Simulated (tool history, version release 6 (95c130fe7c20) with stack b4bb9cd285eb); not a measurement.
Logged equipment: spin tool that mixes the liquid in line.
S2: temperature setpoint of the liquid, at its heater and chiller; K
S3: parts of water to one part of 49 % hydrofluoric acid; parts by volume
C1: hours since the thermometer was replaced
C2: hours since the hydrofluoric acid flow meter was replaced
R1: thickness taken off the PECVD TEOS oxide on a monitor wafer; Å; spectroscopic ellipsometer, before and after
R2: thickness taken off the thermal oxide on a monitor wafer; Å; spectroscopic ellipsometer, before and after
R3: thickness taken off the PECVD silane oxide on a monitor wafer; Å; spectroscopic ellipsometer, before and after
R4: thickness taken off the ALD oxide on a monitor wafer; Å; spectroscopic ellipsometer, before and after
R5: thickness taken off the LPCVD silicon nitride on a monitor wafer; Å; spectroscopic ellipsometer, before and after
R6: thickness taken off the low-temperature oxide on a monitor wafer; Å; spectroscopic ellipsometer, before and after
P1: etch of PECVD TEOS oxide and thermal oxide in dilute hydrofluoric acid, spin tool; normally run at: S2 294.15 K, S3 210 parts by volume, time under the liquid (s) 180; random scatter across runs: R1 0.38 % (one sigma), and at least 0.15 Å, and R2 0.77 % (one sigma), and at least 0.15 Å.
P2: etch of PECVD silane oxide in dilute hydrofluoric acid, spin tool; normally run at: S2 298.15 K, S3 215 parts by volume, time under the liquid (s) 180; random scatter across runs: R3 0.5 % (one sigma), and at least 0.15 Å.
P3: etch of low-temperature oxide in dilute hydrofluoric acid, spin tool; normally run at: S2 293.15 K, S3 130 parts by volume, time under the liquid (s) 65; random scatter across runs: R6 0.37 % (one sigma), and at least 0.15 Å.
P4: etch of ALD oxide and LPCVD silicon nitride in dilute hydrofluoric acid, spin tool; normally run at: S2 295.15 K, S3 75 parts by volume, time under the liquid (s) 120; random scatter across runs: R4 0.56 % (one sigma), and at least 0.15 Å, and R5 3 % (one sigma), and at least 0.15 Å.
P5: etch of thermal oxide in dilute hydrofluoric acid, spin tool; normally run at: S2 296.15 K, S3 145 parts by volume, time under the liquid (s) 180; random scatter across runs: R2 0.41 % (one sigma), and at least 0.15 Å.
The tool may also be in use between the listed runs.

{"run": 1, "hour": 6.9, "process that ran": "P1", "S2": 294.15, "S3": 210, "time under the liquid (s)": 180, "C1": 1117.4, "C2": 1076.7, "R1": 66.801, "R2": 31.502}
{"run": 2, "hour": 12.0, "process that ran": "P1", "S2": 290.15, "S3": 210, "time under the liquid (s)": 180, "C1": 1122.5, "C2": 1081.8, "R1": 56.69, "R2": 27.29}
{"run": 3, "hour": 21.3, "process that ran": "P2", "S2": 298.15, "S3": 215, "time under the liquid (s)": 60, "C1": 1131.8, "C2": 1091.1, "R3": 51.761}
{"run": 4, "hour": 26.2, "process that ran": "P5", "S2": 296.15, "S3": 145, "time under the liquid (s)": 180, "C1": 1136.7, "C2": 1096.0, "R2": 53.358}
{"run": 5, "hour": 33.4, "process that ran": "P4", "S2": 301.65, "S3": 75, "time under the liquid (s)": 120, "C1": 1143.9, "C2": 1103.2, "R4": 283.2, "R5": 11.235}
{"run": 6, "hour": 38.8, "process that ran": "P1", "S2": 294.15, "S3": 210, "time under the liquid (s)": 180, "C1": 1149.3, "C2": 1108.6, "R1": 66.488, "R2": 31.156}
{"run": 7, "hour": 47.0, "process that ran": "P2", "S2": 298.15, "S3": 215, "time under the liquid (s)": 180, "C1": 1157.5, "C2": 1116.8, "R3": 154.59}
{"run": 8, "hour": 56.0, "process that ran": "P4", "S2": 295.15, "S3": 75, "time under the liquid (s)": 185, "C1": 1166.5, "C2": 1125.8, "R4": 337.63, "R5": 11.395}
{"hour": 57.6, "done": "hydrofluoric acid flow meter replaced"}
{"run": 9, "hour": 61.0, "process that ran": "P5", "S2": 303.65, "S3": 145, "time under the liquid (s)": 180, "C1": 1171.5, "C2": 3.4, "R2": 69.981}
{"run": 10, "hour": 68.2, "process that ran": "P5", "S2": 296.15, "S3": 145, "time under the liquid (s)": 305, "C1": 1178.7, "C2": 10.6, "R2": 90.223}
{"run": 11, "hour": 77.4, "process that ran": "P5", "S2": 296.15, "S3": 50, "time under the liquid (s)": 180, "C1": 1187.9, "C2": 19.8, "R2": 171.83}
{"run": 12, "hour": 85.4, "process that ran": "P3", "S2": 293.15, "S3": 130, "time under the liquid (s)": 65, "C1": 1195.9, "C2": 27.8, "R6": 108.74}
{"run": 13, "hour": 91.1, "process that ran": "P1", "S2": 294.15, "S3": 210, "time under the liquid (s)": 180, "C1": 1201.6, "C2": 33.5, "R1": 66.66, "R2": 31.999}
{"run": 14, "hour": 101.1, "process that ran": "P1", "S2": 298.65, "S3": 210, "time under the liquid (s)": 180, "C1": 1211.6, "C2": 43.5, "R1": 78.511, "R2": 37.641}
{"run": 15, "hour": 109.1, "process that ran": "P1", "S2": 294.15, "S3": 370, "time under the liquid (s)": 180, "C1": 1219.6, "C2": 51.5, "R1": 32.272, "R2": 15.811}
{"run": 16, "hour": 117.1, "process that ran": "P1", "S2": 294.15, "S3": 115, "time under the liquid (s)": 180, "C1": 1227.6, "C2": 59.5, "R1": 134.3, "R2": 64.969}
{"run": 17, "hour": 125.6, "process that ran": "P1", "S2": 294.15, "S3": 210, "time under the liquid (s)": 75, "C1": 1236.1, "C2": 68.0, "R1": 27.949, "R2": 13.659}
{"run": 18, "hour": 132.3, "process that ran": "P4", "S2": 295.15, "S3": 20, "time under the liquid (s)": 120, "C1": 1242.8, "C2": 74.7, "R4": 876.35, "R5": 25.087}
{"run": 19, "hour": 139.2, "process that ran": "P3", "S2": 299.65, "S3": 130, "time under the liquid (s)": 65, "C1": 1249.7, "C2": 81.6, "R6": 140.56}
{"run": 20, "hour": 144.5, "process that ran": "P4", "S2": 295.15, "S3": 75, "time under the liquid (s)": 120, "C1": 1255.0, "C2": 86.9, "R4": 216.91, "R5": 7.8905}
{"run": 21, "hour": 153.6, "process that ran": "P3", "S2": 293.15, "S3": 130, "time under the liquid (s)": 15, "C1": 1264.1, "C2": 96.0, "R6": 25.11}
{"run": 22, "hour": 160.9, "process that ran": "P1", "S2": 294.15, "S3": 210, "time under the liquid (s)": 180, "C1": 1271.4, "C2": 103.3, "R1": 66.436, "R2": 31.411}
{"run": 23, "hour": 171.4, "process that ran": "P1", "S2": 294.15, "S3": 210, "time under the liquid (s)": 180, "C1": 1281.9, "C2": 113.8, "R1": 66.674, "R2": 31.586}
{"run": 24, "hour": 176.7, "process that ran": "P2", "S2": 298.15, "S3": 90, "time under the liquid (s)": 180, "C1": 1287.2, "C2": 119.1, "R3": 428.11}
{"run": 25, "hour": 185.2, "process that ran": "P1", "S2": 301.65, "S3": 210, "time under the liquid (s)": 80, "C1": 1295.7, "C2": 127.6, "R1": 38.714, "R2": 18.838}
{"run": 26, "hour": 195.3, "process that ran": "P3", "S2": 293.15, "S3": 130, "time under the liquid (s)": 65, "C1": 1305.8, "C2": 137.7, "R6": 109.12}
{"run": 27, "hour": 200.1, "process that ran": "P1", "S2": 294.15, "S3": 210, "time under the liquid (s)": 265, "C1": 1310.6, "C2": 142.5, "R1": 98.284, "R2": 46.217}
{"run": 28, "hour": 208.7, "process that ran": "P1", "S2": 294.15, "S3": 115, "time under the liquid (s)": 265, "C1": 1319.2, "C2": 151.1, "R1": 197.67, "R2": 94.424}
{"run": 29, "hour": 217.4, "process that ran": "P3", "S2": 293.15, "S3": 55, "time under the liquid (s)": 65, "C1": 1327.9, "C2": 159.8, "R6": 277.58}
{"run": 30, "hour": 226.4, "process that ran": "P2", "S2": 304.15, "S3": 215, "time under the liquid (s)": 180, "C1": 1336.9, "C2": 168.8, "R3": 189.22}
{"run": 31, "hour": 233.2, "process that ran": "P1", "S2": 294.15, "S3": 210, "time under the liquid (s)": 180, "C1": 1343.7, "C2": 175.6, "R1": 66.532, "R2": 31.917}
{"run": 32, "hour": 241.4, "process that ran": "P1", "S2": 294.15, "S3": 210, "time under the liquid (s)": 180, "C1": 1351.9, "C2": 183.8, "R1": 68.474, "R2": 32.808}
{"run": 33, "hour": 247.5, "process that ran": "P1", "S2": 294.15, "S3": 210, "time under the liquid (s)": 180, "C1": 1358.0, "C2": 189.9, "R1": 69.006, "R2": 32.906}
{"run": 34, "hour": 253.2, "process that ran": "P1", "S2": 294.15, "S3": 210, "time under the liquid (s)": 180, "C1": 1363.7, "C2": 195.6, "R1": 70.533, "R2": 33.643}
{"run": 35, "hour": 259.4, "process that ran": "P1", "S2": 294.15, "S3": 210, "time under the liquid (s)": 180, "C1": 1369.9, "C2": 201.8, "R1": 71.121, "R2": 34.436}
{"run": 36, "hour": 269.8, "process that ran": "P1", "S2": 294.15, "S3": 210, "time under the liquid (s)": 180, "C1": 1380.3, "C2": 212.2, "R1": 71.153, "R2": 34.514}
{"run": 37, "hour": 279.3, "process that ran": "P1", "S2": 294.15, "S3": 210, "time under the liquid (s)": 180, "C1": 1389.8, "C2": 221.7, "R1": 72.362, "R2": 34.299}
{"run": 38, "hour": 287.1, "process that ran": "P1", "S2": 294.15, "S3": 210, "time under the liquid (s)": 180, "C1": 1397.6, "C2": 229.5, "R1": 71.811, "R2": 34.499}
{"run": 39, "hour": 294.1, "process that ran": "P1", "S2": 294.15, "S3": 210, "time under the liquid (s)": 180, "C1": 1404.6, "C2": 236.5, "R1": 71.707, "R2": 34.5}
{"run": 40, "hour": 303.7, "process that ran": "P1", "S2": 294.15, "S3": 210, "time under the liquid (s)": 180, "C1": 1414.2, "C2": 246.1, "R1": 72.19, "R2": 34.397}

P1 no longer gives what it gave before; its output has crept away from where it was. The following 2 causes, each at its listed size, fit the log equally well:
A: liquid hotter than its thermometer reads (K) = 2.14
B: hydrofluoric acid flow above the setpoint (%) = 6.9
The creep began at about hour 233.2.

You are offered 4 check runs, listed below with question marks in place of their results; each one averages 5 wafers. Which run separates the listed causes by giving clearly different results for each?
{"run": "check 1", "hour": 313.3, "process that ran": "P4", "S2": 295.15, "S3": 30, "time under the liquid (s)": 120, "R4": "?", "R5": "?"}
{"run": "check 2", "hour": 313.3, "process that ran": "P2", "S2": 298.15, "S3": 215, "time under the liquid (s)": 65, "R3": "?"}
{"run": "check 3", "hour": 313.3, "process that ran": "P5", "S2": 303.65, "S3": 145, "time under the liquid (s)": 180, "R2": "?"}
{"run": "check 4", "hour": 313.3, "process that ran": "P3", "S2": 298.65, "S3": 130, "time under the liquid (s)": 15, "R6": "?"}

What each check would give under each cause:
check=check_1 result=R4 if_A=632.50 if_B=619.46
check=check_1 result=R5 if_A=20.9790 if_B=19.3210
check=check_2 result=R3 if_A=60.629 if_B=60.955
check=check_3 result=R2 if_A=75.502 if_B=75.752
check=check_4 result=R6 if_A=33.746 if_B=33.614
Per-check spread between the two closest causes, in the result where they differ most: check 1 8.24 %; check 2 0.54 %; check 3 0.33 %; check 4 0.39 %
Only check 1 tells the causes apart: in the others they would give nearly the same result.

Check 1 has now been run. It gave: R4 632.11 Å; R5 20.9710 Å. Which of the candidate causes is it?

The correct cause is A, namely: liquid hotter than its thermometer reads (K).
